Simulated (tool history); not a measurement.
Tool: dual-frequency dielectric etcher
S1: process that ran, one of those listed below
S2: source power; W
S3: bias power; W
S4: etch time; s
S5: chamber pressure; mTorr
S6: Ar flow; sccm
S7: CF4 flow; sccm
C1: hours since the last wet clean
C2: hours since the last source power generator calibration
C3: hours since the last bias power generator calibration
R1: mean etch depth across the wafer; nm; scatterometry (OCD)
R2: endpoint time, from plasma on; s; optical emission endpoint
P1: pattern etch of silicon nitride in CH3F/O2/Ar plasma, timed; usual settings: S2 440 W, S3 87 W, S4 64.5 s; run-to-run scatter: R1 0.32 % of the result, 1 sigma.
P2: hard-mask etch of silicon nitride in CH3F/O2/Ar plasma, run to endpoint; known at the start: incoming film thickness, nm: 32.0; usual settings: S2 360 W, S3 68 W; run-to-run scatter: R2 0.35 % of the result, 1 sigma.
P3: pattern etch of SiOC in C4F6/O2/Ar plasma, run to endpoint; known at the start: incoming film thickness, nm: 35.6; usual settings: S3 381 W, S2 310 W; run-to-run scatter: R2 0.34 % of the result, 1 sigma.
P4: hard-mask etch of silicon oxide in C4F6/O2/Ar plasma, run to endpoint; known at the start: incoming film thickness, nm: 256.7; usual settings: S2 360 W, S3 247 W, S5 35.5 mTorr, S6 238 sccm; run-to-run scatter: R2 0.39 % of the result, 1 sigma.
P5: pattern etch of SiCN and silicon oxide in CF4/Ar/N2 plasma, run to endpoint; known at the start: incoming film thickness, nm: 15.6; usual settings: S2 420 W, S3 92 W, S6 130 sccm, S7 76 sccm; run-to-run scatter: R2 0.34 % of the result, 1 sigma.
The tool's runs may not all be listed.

| run | hour | S1 | S2 | S3 | S4 | S5 | S6 | S7 | C1 | C2 | C3 | R1 | R2 |
|---|---|---|---|---|---|---|---|---|---|---|---|---|---|
| 1 | 3.7 | P1 | 440 | 87 | 64.5 |  |  |  | 197.5 | 1982.3 | 872.3 | 50.671 |  |
| 2 | 10.4 | P3 | 310 | 381 |  |  |  |  | 204.2 | 1989 | 879 |  | 15.02 |
| 3 | 17.5 | P1 | 440 | 87 | 86 |  |  |  | 211.3 | 1996.1 | 886.1 | 66.944 |  |
| 4 | 25.4 | P4 | 360 | 338 |  | 35.5 | 238 |  | 219.2 | 2004 | 894 |  | 66.881 |
| 5 | 31.9 | P5 | 420 | 92 |  |  | 130 | 76 | 225.7 | 2010.5 | 900.5 |  | 18.596 |
| 6 | 36.9 | P4 | 360 | 247 |  | 35.5 | 238 |  | 230.7 | 2015.5 | 905.5 |  | 74.02 |
| 7 | 41.9 | P2 | 360 | 68 |  |  |  |  | 235.7 | 2020.5 | 910.5 |  | 51.654 |
| 8 | 45.5 | P5 | 420 | 92 |  |  | 130 | 107 | 239.3 | 2024.1 | 914.1 |  | 17.843 |
| 9 | 51.5 | P5 | 420 | 57 |  |  | 130 | 76 | 245.3 | 2030.1 | 920.1 |  | 22.133 |
| 10 | 58.7 | P3 | 310 | 381 |  |  |  |  | 252.5 | 2037.3 | 927.3 |  | 15.021 |
| 11 | 66.7 | P1 | 440 | 87 | 64.5 |  |  |  | 260.5 | 2045.3 | 935.3 | 50.226 |  |
| 12 | 70.8 | P2 | 360 | 93 |  |  |  |  | 264.6 | 2049.4 | 939.4 |  | 46.106 |
| 13 | 77 | P1 | 570 | 87 | 64.5 |  |  |  | 270.8 | 2055.6 | 945.6 | 55.902 |  |
| 14 | 83.9 | P2 | 360 | 68 |  |  |  |  | 277.7 | 2062.5 | 952.5 |  | 51.798 |
| 15 | 89.7 | P5 | 420 | 92 |  |  | 130 | 76 | 283.5 | 2068.3 | 958.3 |  | 18.64 |
| 16 | 93.9 | P1 | 600 | 120 | 64.5 |  |  |  | 287.7 | 2072.5 | 962.5 | 63.928 |  |
| 17 | 98.9 | P1 | 440 | 87 | 64.5 |  |  |  | 292.7 | 2077.5 | 967.5 | 50.393 |  |
| 18 | 103.9 | P1 | 290 | 87 | 64.5 |  |  |  | 297.7 | 2082.5 | 972.5 | 43.262 |  |
| 19 | 108.4 | P1 | 440 | 87 | 64.5 |  |  |  | 302.2 | 2087 | 977 | 50.552 |  |
| 20 | 115.7 | P2 | 220 | 68 |  |  |  |  | 309.5 | 2094.3 | 984.3 |  | 62.365 |
| 21 | 122.8 | P1 | 440 | 87 | 47 |  |  |  | 316.6 | 2101.4 | 991.4 | 37.1 |  |
| 22 | 129.5 | P1 | 440 | 58 | 64.5 |  |  |  | 323.3 | 2108.1 | 998.1 | 43.867 |  |
| 23 | 136.8 | P1 | 440 | 107 | 91.5 |  |  |  | 330.6 | 2115.4 | 1005.4 | 77.301 |  |
| 24 | 143.6 | P5 | 420 | 92 |  |  | 173 | 76 | 337.4 | 2122.2 | 1012.2 |  | 19.514 |
| 25 | 149.5 | P3 | 180 | 381 |  |  |  |  | 343.3 | 2128.1 | 1018.1 |  | 18.443 |
| 26 | 155.7 | P1 | 440 | 87 | 64.5 |  |  |  | 349.5 | 2134.3 | 1024.3 | 50.423 |  |
| 27 | 162.4 | P3 | 310 | 287 |  |  |  |  | 356.2 | 2141 | 1031 |  | 16.575 |

Forecast run 28:
| 28 | 167.6 | P1 | 440 | 105 | 64.5 |  |  |  | 361.4 | 2146.2 | 1036.2 | ? |  |

{"run 28": {"R1": 53.943}}

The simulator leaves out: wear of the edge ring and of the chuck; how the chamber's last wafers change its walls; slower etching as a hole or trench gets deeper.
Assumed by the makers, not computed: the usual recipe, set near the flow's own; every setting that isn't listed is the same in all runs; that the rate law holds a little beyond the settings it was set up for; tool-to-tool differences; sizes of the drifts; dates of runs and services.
